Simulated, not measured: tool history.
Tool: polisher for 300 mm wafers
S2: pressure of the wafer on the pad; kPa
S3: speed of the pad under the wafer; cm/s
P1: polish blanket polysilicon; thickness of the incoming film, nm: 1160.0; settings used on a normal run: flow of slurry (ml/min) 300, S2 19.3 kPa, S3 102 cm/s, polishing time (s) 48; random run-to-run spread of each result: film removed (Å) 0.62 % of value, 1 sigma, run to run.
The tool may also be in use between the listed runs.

Run 1, day 0.350: flow of slurry (ml/min) 300, S2 19.3 kPa, S3 102 cm/s, polishing time (s) 48. Result: film removed (Å) 3677.7.
Run 2, day 0.762: flow of slurry (ml/min) 460, S2 19.3 kPa, S3 102 cm/s, polishing time (s) 48. Result: film removed (Å) 3736.1.
Run 3, day 0.988: flow of slurry (ml/min) 300, S2 26.9 kPa, S3 102 cm/s, polishing time (s) 48. Result: film removed (Å) 5065.9.
Run 4, day 1.379: flow of slurry (ml/min) 300, S2 19.3 kPa, S3 102 cm/s, polishing time (s) 48. Result: film removed (Å) 3641.3.
Run 5, day 1.767: flow of slurry (ml/min) 300, S2 13.8 kPa, S3 102 cm/s, polishing time (s) 74. Result: film removed (Å) 4035.4.
Run 6, day 2.046: flow of slurry (ml/min) 300, S2 19.3 kPa, S3 144 cm/s, polishing time (s) 48. Result: film removed (Å) 5120.3.
Run 7, day 2.412: flow of slurry (ml/min) 300, S2 19.3 kPa, S3 102 cm/s, polishing time (s) 48. Result: film removed (Å) 3670.3.
Run 8, day 2.638: flow of slurry (ml/min) 300, S2 19.3 kPa, S3 46 cm/s, polishing time (s) 48. Result: film removed (Å) 1663.2.
Run 9, day 2.858: flow of slurry (ml/min) 300, S2 11.7 kPa, S3 102 cm/s, polishing time (s) 48. Result: film removed (Å) 2226.3.
Run 10, day 3.100: flow of slurry (ml/min) 300, S2 19.3 kPa, S3 102 cm/s, polishing time (s) 48. Result: film removed (Å) 3621.3.
Run 11, day 3.521: flow of slurry (ml/min) 300, S2 19.3 kPa, S3 102 cm/s, polishing time (s) 73. Result: film removed (Å) 5508.8.
Run 12, day 3.925: flow of slurry (ml/min) 300, S2 19.3 kPa, S3 102 cm/s, polishing time (s) 28. Result: film removed (Å) 2152.7.
Run 13, day 4.121: flow of slurry (ml/min) 300, S2 19.3 kPa, S3 102 cm/s, polishing time (s) 48. Result: film removed (Å) 3668.8.

The next listed run, before its measurement:
Run 14, day 4.408: flow of slurry (ml/min) 180, S2 19.3 kPa, S3 102 cm/s, polishing time (s) 48. Result: film removed (Å) ?.

Logged for run 14: film removed (Å) 3436.5.
